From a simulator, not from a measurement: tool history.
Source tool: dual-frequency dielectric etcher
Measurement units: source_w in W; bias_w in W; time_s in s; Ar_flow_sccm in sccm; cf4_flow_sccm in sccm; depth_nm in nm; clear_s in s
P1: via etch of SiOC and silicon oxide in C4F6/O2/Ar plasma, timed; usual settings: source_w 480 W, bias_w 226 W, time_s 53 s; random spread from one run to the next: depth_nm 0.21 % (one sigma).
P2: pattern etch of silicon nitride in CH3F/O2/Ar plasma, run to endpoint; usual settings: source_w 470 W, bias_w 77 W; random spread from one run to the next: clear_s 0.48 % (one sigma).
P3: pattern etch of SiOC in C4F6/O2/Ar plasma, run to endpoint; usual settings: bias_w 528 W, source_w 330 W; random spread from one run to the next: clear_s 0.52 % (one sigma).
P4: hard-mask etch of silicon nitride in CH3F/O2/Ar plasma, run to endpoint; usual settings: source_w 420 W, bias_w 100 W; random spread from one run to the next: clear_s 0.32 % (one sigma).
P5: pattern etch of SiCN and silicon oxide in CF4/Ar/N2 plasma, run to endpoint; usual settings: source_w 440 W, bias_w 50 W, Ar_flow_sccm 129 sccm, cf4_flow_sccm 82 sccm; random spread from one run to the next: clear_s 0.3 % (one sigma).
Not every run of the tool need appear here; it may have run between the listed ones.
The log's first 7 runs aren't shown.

run   hour  process  source_w  bias_w  time_s  Ar_flow_sccm  cf4_flow_sccm  depth_nm  clear_s
  8   44.8       P1       480     226      75                                 96.421
  9   52.6       P1       370     226      53                                 61.802
 10     60       P5       440      50                   129             52             21.748
 11   67.9       P1       630     226      75                                 106.71
 12     73       P2       470     102                                                  37.034
 13   76.8       P1       480     226      53                                 68.004
 14   81.2       P2       650      77                                                  36.334
 15   86.4       P1       480     268      53                                  72.29
 16   92.2       P1       570     226      53                                 72.593
 17     99       P5       540      50                   129             82             16.747
 18  104.2       P1       480     226      53                                 68.149
 19  108.4       P5       440      50                   159             82              20.82
 20  114.3       P4       340     100                                                  43.606
 21  121.5       P4       420     100                                                   40.27
 22  128.3       P1       480     226      53                                 68.121
 23  135.1       P5       440      31                   129             82             23.094
 24  141.6       P3       330     528                                                  11.257
 25    149       P2       470      77                                                  40.758
 26  155.7       P1       480     226      53                                 68.052
 27    160       P1       480     226      35                                 44.885
 28  165.8       P4       420      62                                                   47.51
 29  171.3       P1       480     226      53                                 68.014
 30  175.5       P1       480     226      53                                 68.044
 31  179.6       P1       480     226      53                                 67.707
 32  183.4       P1       480     226      53                                 67.883

Run 33 is up next; what results do you expect?
 33  188.6       P1       480     226      53                                      ?

Run 33 produced depth_nm 67.455 nm.
